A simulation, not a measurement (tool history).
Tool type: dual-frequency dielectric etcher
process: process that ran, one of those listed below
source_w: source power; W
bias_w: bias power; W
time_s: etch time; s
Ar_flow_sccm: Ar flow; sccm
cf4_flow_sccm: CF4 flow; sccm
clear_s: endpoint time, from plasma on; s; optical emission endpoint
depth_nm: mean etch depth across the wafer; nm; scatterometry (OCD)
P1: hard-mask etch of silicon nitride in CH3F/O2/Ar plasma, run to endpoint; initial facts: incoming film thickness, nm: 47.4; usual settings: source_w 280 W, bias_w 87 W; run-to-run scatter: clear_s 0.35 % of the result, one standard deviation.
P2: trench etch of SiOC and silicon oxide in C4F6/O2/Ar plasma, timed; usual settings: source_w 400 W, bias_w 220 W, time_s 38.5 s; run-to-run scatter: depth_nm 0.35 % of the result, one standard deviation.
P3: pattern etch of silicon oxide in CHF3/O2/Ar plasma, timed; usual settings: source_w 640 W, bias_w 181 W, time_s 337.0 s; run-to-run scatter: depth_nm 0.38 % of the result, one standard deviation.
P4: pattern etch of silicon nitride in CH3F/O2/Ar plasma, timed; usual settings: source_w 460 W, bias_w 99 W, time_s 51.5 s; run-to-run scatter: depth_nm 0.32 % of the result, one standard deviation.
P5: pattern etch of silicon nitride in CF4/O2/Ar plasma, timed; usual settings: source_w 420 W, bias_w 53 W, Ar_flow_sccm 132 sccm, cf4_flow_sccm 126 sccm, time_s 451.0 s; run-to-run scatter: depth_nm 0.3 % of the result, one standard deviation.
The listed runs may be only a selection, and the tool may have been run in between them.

run 1 day=0.442 | process=P1 source_w=280 bias_w=87 | clear_s=73.937
run 2 day=0.946 | process=P3 source_w=770 bias_w=181 time_s=337.0 | depth_nm=713.470
run 3 day=1.450 | process=P5 source_w=420 bias_w=53 time_s=451.0 Ar_flow_sccm=132 cf4_flow_sccm=126 | depth_nm=768.400
run 4 day=1.950 | process=P3 source_w=640 bias_w=135 time_s=337.0 | depth_nm=602.830
run 5 day=2.588 | process=P2 source_w=540 bias_w=220 time_s=38.5 | depth_nm=91.098
run 6 day=3.017 | process=P2 source_w=400 bias_w=220 time_s=53.5 | depth_nm=112.300
run 7 day=3.533 | process=P1 source_w=280 bias_w=104 | clear_s=69.430
run 8 day=3.929 | process=P1 source_w=280 bias_w=87 | clear_s=74.326
-- day=4.492 source power generator calibrated
run 9 day=4.533 | process=P1 source_w=340 bias_w=87 | clear_s=69.110
run 10 day=5.096 | process=P1 source_w=170 bias_w=87 | clear_s=89.524
run 11 day=5.533 | process=P4 source_w=460 bias_w=99 time_s=33.5 | depth_nm=27.754
run 12 day=6.208 | process=P1 source_w=280 bias_w=87 | clear_s=74.306
run 13 day=6.854 | process=P2 source_w=400 bias_w=220 time_s=38.5 | depth_nm=80.936
run 14 day=7.258 | process=P5 source_w=420 bias_w=53 time_s=451.0 Ar_flow_sccm=132 cf4_flow_sccm=152 | depth_nm=781.220
run 15 day=7.650 | process=P4 source_w=460 bias_w=60 time_s=51.5 | depth_nm=36.010
run 16 day=8.179 | process=P5 source_w=420 bias_w=53 time_s=451.0 Ar_flow_sccm=182 cf4_flow_sccm=126 | depth_nm=736.110
run 17 day=8.700 | process=P5 source_w=420 bias_w=53 time_s=451.0 Ar_flow_sccm=132 cf4_flow_sccm=126 | depth_nm=763.990
run 18 day=9.158 | process=P4 source_w=570 bias_w=99 time_s=51.5 | depth_nm=46.403
run 19 day=9.812 | process=P5 source_w=580 bias_w=53 time_s=451.0 Ar_flow_sccm=132 cf4_flow_sccm=126 | depth_nm=1014.700
run 20 day=10.125 | process=P2 source_w=400 bias_w=177 time_s=38.5 | depth_nm=75.607
run 21 day=10.588 | process=P3 source_w=640 bias_w=181 time_s=505.0 | depth_nm=995.710
run 22 day=10.925 | process=P1 source_w=370 bias_w=59 | clear_s=76.652
run 23 day=11.462 | process=P3 source_w=640 bias_w=181 time_s=337.0 | depth_nm=663.960
run 24 day=11.921 | process=P4 source_w=460 bias_w=99 time_s=51.5 | depth_nm=42.640
run 25 day=12.288 | process=P5 source_w=420 bias_w=35 time_s=451.0 Ar_flow_sccm=132 cf4_flow_sccm=126 | depth_nm=659.050
run 26 day=12.683 | process=P1 source_w=280 bias_w=87 | clear_s=74.483
run 27 day=13.308 | process=P1 source_w=280 bias_w=55 | clear_s=87.545
run 28 day=13.754 | process=P5 source_w=420 bias_w=53 time_s=613.5 Ar_flow_sccm=132 cf4_flow_sccm=126 | depth_nm=1041.100
run 29 day=14.104 | process=P1 source_w=280 bias_w=87 | clear_s=74.142
run 30 day=14.571 | process=P1 source_w=280 bias_w=87 | clear_s=73.486
run 31 day=14.912 | process=P1 source_w=280 bias_w=87 | clear_s=73.296
run 32 day=15.625 | process=P1 source_w=280 bias_w=87 | clear_s=73.296
-- day=15.825 wet clean of the chamber
run 33 day=15.983 | process=P1 source_w=280 bias_w=87 | clear_s=73.171
run 34 day=16.300 | process=P1 source_w=280 bias_w=87 | clear_s=72.959
run 35 day=16.846 | process=P1 source_w=280 bias_w=87 | clear_s=72.872

What P1 gives has crept away from where it was. These 2 causes fit the log equally well, each at the size given:
A: bias power that arrives over what is set, % = 4.9
B: source power that arrives over what is set, % = 4.83
The onset of the drift is placed at about day 14.104.
What rules out each remaining cause:
chamber walls in a state that raises the etch rate, %: serviced at day 15.825, after the drift had started, without restoring the earlier output

4 check runs are offered, one wafer each, their results left as question marks. Which one tells the causes apart?
run check 1 day=17.392 | process=P2 source_w=520 bias_w=220 time_s=38.5 | depth_nm=?
run check 2 day=17.392 | process=P4 source_w=550 bias_w=99 time_s=51.5 | depth_nm=?
run check 3 day=17.392 | process=P3 source_w=640 bias_w=137 time_s=416.0 | depth_nm=?
run check 4 day=17.392 | process=P5 source_w=420 bias_w=39 time_s=589.5 Ar_flow_sccm=132 cf4_flow_sccm=126 | depth_nm=?

Outcome of each check run for each possible cause:
check=check_1 result=depth_nm if_A=91.131 if_B=91.376
check=check_2 result=depth_nm if_A=46.284 if_B=46.306
check=check_3 result=depth_nm if_A=759.850 if_B=762.300
check=check_4 result=depth_nm if_A=908.270 if_B=930.260
Gap, in per cent, between the two causes that each check separates least, read from the result that separates them most: check 1 0.27 %; check 2 0.05 %; check 3 0.32 %; check 4 2.39 %
Check 4 is the one run that separates the causes; every other check would come out nearly the same whichever cause is at work.

The results of check 4 are: depth_nm 908.940 nm. Based on these, which of the listed causes is it?

A is the cause: bias power that arrives over what is set, %.

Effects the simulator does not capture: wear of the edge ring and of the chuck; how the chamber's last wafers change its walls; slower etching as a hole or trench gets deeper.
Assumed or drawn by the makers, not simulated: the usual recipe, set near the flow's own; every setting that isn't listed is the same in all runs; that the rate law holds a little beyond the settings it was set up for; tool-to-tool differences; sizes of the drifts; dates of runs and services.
